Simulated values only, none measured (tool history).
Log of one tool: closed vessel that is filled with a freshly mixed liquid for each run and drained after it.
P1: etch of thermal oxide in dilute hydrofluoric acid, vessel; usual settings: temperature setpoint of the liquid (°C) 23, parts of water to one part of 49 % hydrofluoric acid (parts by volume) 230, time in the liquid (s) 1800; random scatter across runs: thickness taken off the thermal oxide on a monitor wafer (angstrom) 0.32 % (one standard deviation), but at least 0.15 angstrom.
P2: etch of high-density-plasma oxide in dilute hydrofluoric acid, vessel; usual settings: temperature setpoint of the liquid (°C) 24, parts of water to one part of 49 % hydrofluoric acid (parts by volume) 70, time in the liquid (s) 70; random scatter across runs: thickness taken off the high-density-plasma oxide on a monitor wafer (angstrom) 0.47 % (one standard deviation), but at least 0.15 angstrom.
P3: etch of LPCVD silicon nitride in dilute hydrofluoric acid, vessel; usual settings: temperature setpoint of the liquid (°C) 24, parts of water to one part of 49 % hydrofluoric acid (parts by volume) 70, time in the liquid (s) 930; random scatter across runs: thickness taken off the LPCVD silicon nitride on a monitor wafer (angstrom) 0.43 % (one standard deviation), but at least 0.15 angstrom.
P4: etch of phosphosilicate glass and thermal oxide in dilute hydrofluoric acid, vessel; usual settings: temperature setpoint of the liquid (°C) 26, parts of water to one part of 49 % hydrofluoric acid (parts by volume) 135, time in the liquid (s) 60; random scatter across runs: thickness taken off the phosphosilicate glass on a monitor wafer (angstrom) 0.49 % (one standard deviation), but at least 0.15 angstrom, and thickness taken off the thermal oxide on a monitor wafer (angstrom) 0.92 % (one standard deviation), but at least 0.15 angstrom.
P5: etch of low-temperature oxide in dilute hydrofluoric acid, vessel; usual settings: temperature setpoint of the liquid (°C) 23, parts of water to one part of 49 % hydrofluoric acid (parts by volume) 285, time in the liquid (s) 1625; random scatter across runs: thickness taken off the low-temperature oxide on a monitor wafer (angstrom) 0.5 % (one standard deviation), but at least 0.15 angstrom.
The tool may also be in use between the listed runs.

run,day,process that ran,temperature setpoint of the liquid (°C),parts of water to one part of 49 % hydrofluoric acid (parts by volume),time in the liquid (s),hours since the thermometer was replaced,hours since the hydrofluoric acid flow meter was replaced,thickness taken off the thermal oxide on a monitor wafer (angstrom),thickness taken off the phosphosilicate glass on a monitor wafer (angstrom),thickness taken off the high-density-plasma oxide on a monitor wafer (angstrom),thickness taken off the low-temperature oxide on a monitor wafer (angstrom),thickness taken off the LPCVD silicon nitride on a monitor wafer (angstrom)
1,0.412,P1,23,230,1800,318.7,236.1,322.45,,,,
2,0.804,P4,26,135,85,328.1,245.5,31.223,392.76,,,
3,1.042,P1,17,230,1800,333.8,251.2,256.76,,,,
4,1.292,P2,24,70,70,339.8,257.2,,,54.167,,
5,1.7,P1,23,230,1800,349.6,267,323.28,,,,
6,2.171,P5,23,285,235,360.9,278.3,,,,72.375,
7,2.571,P1,23,230,1800,370.5,287.9,322.48,,,,
8,2.871,P4,19,135,60,377.7,295.1,16.592,212.16,,,
9,3.108,P1,23,230,1800,383.4,300.8,320.95,,,,
10,3.454,P5,23,285,1625,391.7,309.1,,,,501.52,
11,3.708,P1,23,425,1800,397.8,315.2,145.28,,,,
12,4.05,P5,23,285,1625,406,323.4,,,,502.12,
13,4.425,P5,23,515,1625,415,332.4,,,,224.77,
# day 4.621: thermometer replaced
14,4.767,P5,17,285,1625,3.6,340.6,,,,402.99,
15,5.1,P3,28,70,930,11.6,348.6,,,,,77.5
16,5.542,P4,26,75,60,22.2,359.2,42.981,538.36,,,
# day 5.888: hydrofluoric acid flow meter replaced
17,5.954,P3,24,125,930,32.1,1.7,,,,,33.476
18,6.288,P1,23,230,1800,40.1,9.7,321.91,,,,
19,6.571,P3,24,70,930,46.9,16.5,,,,,58.988
20,7.042,P4,26,135,60,58.2,27.8,22.135,276.36,,,
21,7.475,P1,18,350,1800,68.6,38.2,158.91,,,,
22,7.954,P2,24,35,70,80.1,49.7,,,112.99,,
23,8.438,P2,24,70,70,91.7,61.3,,,54.388,,
24,8.733,P1,28.5,65,1800,98.8,68.4,1713.6,,,,
25,9.217,P3,24,70,930,110.4,80,,,,,58.998
26,9.558,P2,24,70,115,118.6,88.2,,,88.787,,
27,9.812,P2,20,70,70,124.7,94.3,,,46.25,,
28,10.029,P1,23,230,275,129.9,99.5,49.045,,,,
29,10.496,P1,31,230,1800,141.1,110.7,426.23,,,,
30,10.758,P1,23,230,3505,147.4,117,625.41,,,,
31,11.183,P1,23,45,1800,157.6,127.2,2043.8,,,,
32,11.633,P3,24,70,270,168.4,138,,,,,17.21
33,11.883,P1,23,230,1800,174.4,144,321.7,,,,
34,12.133,P1,23,230,1800,180.4,150,312.3,,,,
35,12.558,P1,23,230,1800,190.6,160.2,309.46,,,,
36,12.821,P1,23,230,1800,196.9,166.5,305.84,,,,
37,13.05,P1,23,230,1800,202.4,172,306.04,,,,
38,13.404,P1,23,230,1800,210.9,180.5,305.52,,,,
39,13.621,P1,23,230,1800,216.1,185.7,305.39,,,,

The output of P1 has drifted from where it used to be. Each of the 2 causes below, taken at the size shown beside it, accounts for the log equally well:
A: hydrofluoric acid flow below the setpoint (%) = 4.19
B: liquid colder than its thermometer reads (K) = 1.44
At approximately day 11.883, the process output began to creep.

Listed below are the offered check runs, one wafer per run, with question marks in place of results. For which of them would the causes give clearly different outcomes?
check 1,13.838,P4,26,135,60,,,?,?,,,
check 2,13.838,P2,24,70,70,,,,,?,,
check 3,13.838,P3,24,70,930,,,,,,,?
check 4,13.838,P5,23,285,1625,,,,,,?,

What each check would give under each cause:
check,result,if A,if B
check 1,thickness taken off the thermal oxide on a monitor wafer (angstrom),20.777,20.674
check 1,thickness taken off the phosphosilicate glass on a monitor wafer (angstrom),263.61,262.3
check 2,thickness taken off the high-density-plasma oxide on a monitor wafer (angstrom),51.639,51.024
check 3,thickness taken off the LPCVD silicon nitride on a monitor wafer (angstrom),56.726,53.71
check 4,thickness taken off the low-temperature oxide on a monitor wafer (angstrom),473,474.52
Distance between the nearest two causes, measured in the result of the check that separates them most: check 1 0.5 %; check 2 1.2 %; check 3 5.46 %; check 4 0.32 %
Only in check 3 would the causes give clearly different results; in the remaining checks their results would be nearly the same.

Check 3 was then run and gave: thickness taken off the LPCVD silicon nitride on a monitor wafer (angstrom) 53.635. Which cause is it?

It was cause B: liquid colder than its thermometer reads (K).
